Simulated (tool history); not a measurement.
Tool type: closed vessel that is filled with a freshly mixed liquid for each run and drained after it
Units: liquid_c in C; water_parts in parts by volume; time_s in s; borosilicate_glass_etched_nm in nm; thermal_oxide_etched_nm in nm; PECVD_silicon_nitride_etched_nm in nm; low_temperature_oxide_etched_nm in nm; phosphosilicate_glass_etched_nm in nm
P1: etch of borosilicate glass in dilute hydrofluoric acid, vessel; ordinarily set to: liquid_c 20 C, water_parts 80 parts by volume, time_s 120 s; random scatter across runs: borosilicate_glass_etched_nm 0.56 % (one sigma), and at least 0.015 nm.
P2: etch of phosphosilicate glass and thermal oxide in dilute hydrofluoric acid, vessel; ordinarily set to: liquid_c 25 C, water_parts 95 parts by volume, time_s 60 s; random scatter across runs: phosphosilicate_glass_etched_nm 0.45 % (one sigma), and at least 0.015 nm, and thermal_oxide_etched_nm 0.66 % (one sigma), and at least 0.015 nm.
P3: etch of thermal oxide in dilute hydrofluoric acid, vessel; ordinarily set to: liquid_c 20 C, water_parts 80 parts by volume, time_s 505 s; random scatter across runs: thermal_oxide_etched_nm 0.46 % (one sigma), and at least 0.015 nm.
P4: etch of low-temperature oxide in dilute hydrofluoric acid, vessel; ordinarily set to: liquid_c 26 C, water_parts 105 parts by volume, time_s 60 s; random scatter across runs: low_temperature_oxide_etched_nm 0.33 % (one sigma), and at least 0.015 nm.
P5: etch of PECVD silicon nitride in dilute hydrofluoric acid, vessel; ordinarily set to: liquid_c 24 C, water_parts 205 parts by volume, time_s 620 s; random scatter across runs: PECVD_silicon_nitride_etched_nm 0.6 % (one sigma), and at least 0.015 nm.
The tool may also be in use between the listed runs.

run,day,process,liquid_c,water_parts,time_s,hours since the thermometer was replaced,hours since the hydrofluoric acid flow meter was replaced,borosilicate_glass_etched_nm,thermal_oxide_etched_nm,PECVD_silicon_nitride_etched_nm,low_temperature_oxide_etched_nm,phosphosilicate_glass_etched_nm
1,0.338,P1,20,80,120,261.5,317.2,21.895,,,,
2,0.788,P1,24,120,120,272.3,328,16.459,,,,
3,1.146,P3,20,80,505,280.9,336.6,,26.084,,,
4,1.475,P1,17,80,120,288.8,344.5,19.354,,,,
5,2.108,P5,24,205,215,304,359.7,,,2.1146,,
6,2.688,P4,26,25,60,317.9,373.6,,,,50.8,
7,3.138,P3,20,80,855,328.7,384.4,,44.887,,,
8,3.688,P1,20,80,30,341.9,397.6,5.5553,,,,
9,4.008,P2,25,95,110,349.6,405.3,,5.8096,,,229.71
10,4.5,P5,17,205,620,361.4,417.1,,,3.8663,,
11,4.825,P5,24,370,620,369.2,424.9,,,3.3926,,
12,5.379,P1,17,80,205,382.5,438.2,33.084,,,,
13,5.917,P2,25,20,60,395.4,451.1,,16.465,,,660.53
14,6.208,P3,20,35,505,402.4,458.1,,63.16,,,
15,6.492,P3,28,80,505,409.2,464.9,,36.433,,,
16,7.071,P1,20,125,180,423.1,478.8,19.967,,,,
17,7.592,P4,26,105,60,435.6,491.3,,,,10.764,
18,8.229,P4,26,105,105,450.9,506.6,,,,19.04,
19,8.583,P4,20.5,105,60,459.4,515.1,,,,8.6873,
20,8.875,P1,20,80,120,466.4,522.1,21.928,,,,
21,9.338,P1,20,80,120,477.5,533.2,22.113,,,,
22,9.829,P5,24,205,620,489.3,545,,,6.0343,,
23,10.45,P2,25,95,60,504.2,559.9,,3.1269,,,124.16
24,11.038,P1,25,80,120,518.3,574,27.181,,,,
25,11.512,P1,20,110,120,529.7,585.4,15.218,,,,
26,11.85,P1,20,80,120,537.8,593.5,21.817,,,,
27,12.129,P1,20,80,225,544.5,600.2,41.055,,,,
28,12.488,P1,20,80,120,553.1,608.8,21.905,,,,
29,12.817,P2,20.5,95,60,561,616.7,,2.6353,,,105.36
30,13.396,P1,20,35,120,574.9,630.6,53.198,,,,
31,13.796,P1,20,80,120,584.5,640.2,22.04,,,,
32,14.329,P1,20,80,120,597.3,653,21.306,,,,
33,14.667,P1,20,80,120,605.4,661.1,20.917,,,,
34,15.033,P1,20,80,120,614.2,669.9,20.546,,,,
35,15.338,P1,20,80,120,621.5,677.2,20.311,,,,
36,15.925,P1,20,80,120,635.6,691.3,20.485,,,,
37,16.375,P1,20,80,120,646.4,702.1,20.398,,,,
38,16.975,P1,20,80,120,660.8,716.5,20.329,,,,
39,17.483,P1,20,80,120,673,728.7,20.194,,,,

Compared with where it was, what P1 gives has crept away. Each cause listed below fits the log as well as the rest, at the size given for it:
A: liquid colder than its thermometer reads (K) = 1.93
B: hydrofluoric acid flow below the setpoint (%) = 7.09
The drift started at roughly day 13.796.

Each of the check runs listed below is run on 2 wafers and reports their average, with the results left as question marks. Pick the one under which the possible causes would lead to clearly different results.
check 1,17.992,P2,25,25,60,,,,?,,,?
check 2,17.992,P3,28,80,505,,,,?,,,
check 3,17.992,P5,20,205,260,,,,,?,,
check 4,17.992,P4,26,30,60,,,,,,?,

What every check run would give for each of its results, assuming each possible cause in turn:
check,result,if A,if B
check 1,thermal_oxide_etched_nm,12.084,12.142
check 1,phosphosilicate_glass_etched_nm,482.76,485.09
check 2,thermal_oxide_etched_nm,33.563,33.35
check 3,PECVD_silicon_nitride_etched_nm,1.7433,1.8441
check 4,low_temperature_oxide_etched_nm,38.761,38.89
Smallest distance between any two causes, each pair judged by its most separating result, in per cent: check 1 0.48 %; check 2 0.64 %; check 3 5.62 %; check 4 0.33 %
Check 3 is the one run that separates the causes; every other check would come out nearly the same whichever cause is at work.

Check 3 has now been run. It gave: PECVD_silicon_nitride_etched_nm 1.7412 nm. Which of the candidate causes is it?

Of the candidate causes, it is A: liquid colder than its thermometer reads (K).

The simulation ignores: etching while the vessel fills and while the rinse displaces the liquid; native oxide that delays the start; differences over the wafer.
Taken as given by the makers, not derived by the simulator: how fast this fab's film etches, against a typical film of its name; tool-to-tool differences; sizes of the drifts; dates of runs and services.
